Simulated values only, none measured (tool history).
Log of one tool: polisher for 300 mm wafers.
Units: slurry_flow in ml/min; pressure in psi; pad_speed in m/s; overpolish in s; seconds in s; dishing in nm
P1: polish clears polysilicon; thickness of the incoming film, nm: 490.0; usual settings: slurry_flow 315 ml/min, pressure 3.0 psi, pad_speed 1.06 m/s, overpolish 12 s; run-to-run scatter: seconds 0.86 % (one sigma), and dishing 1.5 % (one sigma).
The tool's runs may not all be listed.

run     day  slurry_flow  pressure  pad_speed  overpolish  wafers polished on this pad  hours since the slurry nozzle was cleaned  hours since the head pressure was calibrated  seconds  dishing
  1   0.467          315       3.0       1.06          12                          992                                      294.6                                         461.9   26.754   43.599
  2   0.862          315       3.0       1.06          12                         1135                                      304.1                                         471.4   25.993   44.384
  3   1.621          315       3.0       1.06          12                         1408                                      322.3                                         489.6   26.332   44.509
  4   2.075          315       1.8       1.06          12                         1571                                      333.2                                         500.5   43.475   42.380
  5   2.808          315       4.5       1.06           6                         1835                                      350.8                                         518.1   17.995   43.690
  6   3.512          315       3.0       1.06          12                         2089                                      367.7                                         535.0   26.665   43.369
  7   4.075          315       3.0       1.06          21                         2291                                      381.2                                         548.5   26.222   44.802
  8   4.738          315       3.0       1.06          12                         2530                                      397.1                                         564.4   26.616   44.644
  9   5.192          315       1.8       1.06           4                         2693                                      408.0                                         575.3   43.924   27.235
 10   5.954          315       3.0       1.06          12                         2968                                      426.3                                         593.6   26.842   45.198
 11   6.612          315       3.0       0.54          12                         3205                                      442.1                                         609.4   52.096   40.854
 12   7.050          235       3.0       1.06           6                         3362                                      452.6                                         619.9   26.945   40.608
 13   7.704          440       3.0       1.06          12                         3598                                      468.3                                         635.6   25.713   45.467
 14   8.200          190       3.0       1.06          12                         3776                                      480.2                                         647.5   27.734   44.821
 15   8.733          315       3.0       1.06           4                         3968                                      493.0                                         660.3   26.413   36.221
 16   9.538          315       4.2       1.06          12                         4258                                      512.3                                         679.6   18.980   44.929
 17  10.125          315       3.0       1.44          12                         4469                                      526.4                                         693.7   19.674   44.906
 18  10.854          315       3.0       1.06          12                         4732                                      543.9                                         711.2   26.660   44.211
 19  11.417          315       3.0       1.06          12                         4934                                      557.4                                         724.7   26.914   44.544
 20  12.171          315       3.0       1.06          12                         5206                                      575.5                                         742.8   27.098   45.490
 21  12.646          315       3.0       1.06          12                         5377                                      586.9                                         754.2   27.560   44.570
 22  13.162          315       3.0       1.06          12                         5563                                      599.3                                         766.6   27.577   44.306
 23  13.829          315       3.0       1.06          12                         5803                                      615.3                                         782.6   27.644   44.919
 24  14.200          315       3.0       1.06          12                         5936                                      624.2                                         791.5   27.479   44.607
     14.404  -- head pressure recalibrated
 25  14.796          315       3.0       1.06          12                         6151                                      638.5                                           9.4   28.103   43.735

The next listed run, before its measurement:
 26  15.375          315       3.0       1.06          12                         6359                                      652.4                                          23.3        ?        ?

{"run 26": {"seconds": 27.728, "dishing": 44.905}}
